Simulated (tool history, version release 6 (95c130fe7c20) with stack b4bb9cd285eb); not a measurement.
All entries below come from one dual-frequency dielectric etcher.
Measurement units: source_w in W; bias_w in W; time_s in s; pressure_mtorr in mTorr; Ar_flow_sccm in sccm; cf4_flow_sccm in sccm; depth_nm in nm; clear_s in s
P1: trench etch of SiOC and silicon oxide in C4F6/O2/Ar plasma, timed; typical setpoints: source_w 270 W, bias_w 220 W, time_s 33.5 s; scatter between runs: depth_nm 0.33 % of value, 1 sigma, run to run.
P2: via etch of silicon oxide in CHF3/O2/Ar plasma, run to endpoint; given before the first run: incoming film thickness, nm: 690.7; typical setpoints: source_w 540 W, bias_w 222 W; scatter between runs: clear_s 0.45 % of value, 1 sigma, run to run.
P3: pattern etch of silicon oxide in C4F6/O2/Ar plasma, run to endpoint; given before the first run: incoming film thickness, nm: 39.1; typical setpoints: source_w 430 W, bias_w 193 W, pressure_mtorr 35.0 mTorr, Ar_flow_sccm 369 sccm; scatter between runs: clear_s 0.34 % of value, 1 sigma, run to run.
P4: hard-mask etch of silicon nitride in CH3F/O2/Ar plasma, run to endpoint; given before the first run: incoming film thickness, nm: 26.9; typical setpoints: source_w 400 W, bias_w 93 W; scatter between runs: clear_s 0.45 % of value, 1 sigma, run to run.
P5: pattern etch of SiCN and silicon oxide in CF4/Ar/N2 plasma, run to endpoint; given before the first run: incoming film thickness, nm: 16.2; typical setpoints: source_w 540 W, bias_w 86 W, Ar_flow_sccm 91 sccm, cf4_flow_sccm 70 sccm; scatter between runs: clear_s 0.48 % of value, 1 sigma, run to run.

run	hour	process	source_w	bias_w	time_s	pressure_mtorr	Ar_flow_sccm	cf4_flow_sccm	hours since the last wet clean	hours since the last source power generator calibration	hours since the last bias power generator calibration	depth_nm	clear_s
1	3.9	P1	270	220	33.5				301.7	671.6	2767.3	61.832	
2	8.2	P1	170	220	33.5				306.0	675.9	2771.6	51.568	
3	12.8	P3	430	193		35.0	484		310.6	680.5	2776.2		12.625
4	15.8	P4	300	93					313.6	683.5	2779.2		39.294
5	18.1	P4	400	93					315.9	685.8	2781.5		35.400
6	20.5	P1	340	220	33.5				318.3	688.2	2783.9	67.582	
7	23.4	P3	430	137		35.0	369		321.2	691.1	2786.8		13.611
8	27.2	P1	360	259	33.5				325.0	694.9	2790.6	73.110	
9	31.0	P5	540	86			59	70	328.8	698.7	2794.4		13.790
10	35.1	P1	270	220	33.5				332.9	702.8	2798.5	61.508	
11	38.4	P1	270	220	33.5				336.2	706.1	2801.8	61.620	
12	42.2	P3	430	193		35.0	369		340.0	709.9	2805.6		12.224
13	46.7	P5	540	103			91	70	344.5	714.4	2810.1		13.741
14	51.3	P2	540	308					349.1	719.0	2814.7		295.760
15	55.7	P1	270	220	24.5				353.5	723.4	2819.1	45.314	
16	58.4	P1	270	146	33.5				356.2	726.1	2821.8	53.885	
17	61.9	P2	540	222					359.7	729.6	2825.3		335.580
18	65.6	P1	270	312	33.5				363.4	733.3	2829.0	69.523	
19	68.6	P5	540	86			91	70	366.4	736.3	2832.0		14.498
20	72.0	P3	430	193		26.5	369		369.8	739.7	2835.4		11.854
21	74.9	P2	640	222					372.7	742.6	2838.3		312.990
22	78.1	P5	320	86			91	70	375.9	745.8	2841.5		23.333
23	82.6	P4	400	55					380.4	750.3	2846.0		42.306
24	85.8	P5	540	86			91	97	383.6	753.5	2849.2		13.982
25	89.7	P1	270	220	33.5				387.5	757.4	2853.1	61.505	
26	93.3	P3	260	193		35.0	369		391.1	761.0	2856.7		14.923
27	98.0	P4	400	93					395.8	765.7	2861.4		35.119
28	102.2	P1	270	220	33.5				400.0	769.9	2865.6	61.590	
29	105.5	P1	270	220	43.5				403.3	773.2	2868.9	79.959	
30	109.5	P1	270	220	33.5				407.3	777.2	2872.9	61.823	
31	112.5	P1	270	220	33.5				410.3	780.2	2875.9	61.162	

Run 32, settings as shown, results not yet in. Your forecast:
32	117.2	P1	270	220	33.5				415.0	784.9	2880.6	?	

Run 32 produced depth_nm 60.939 nm.
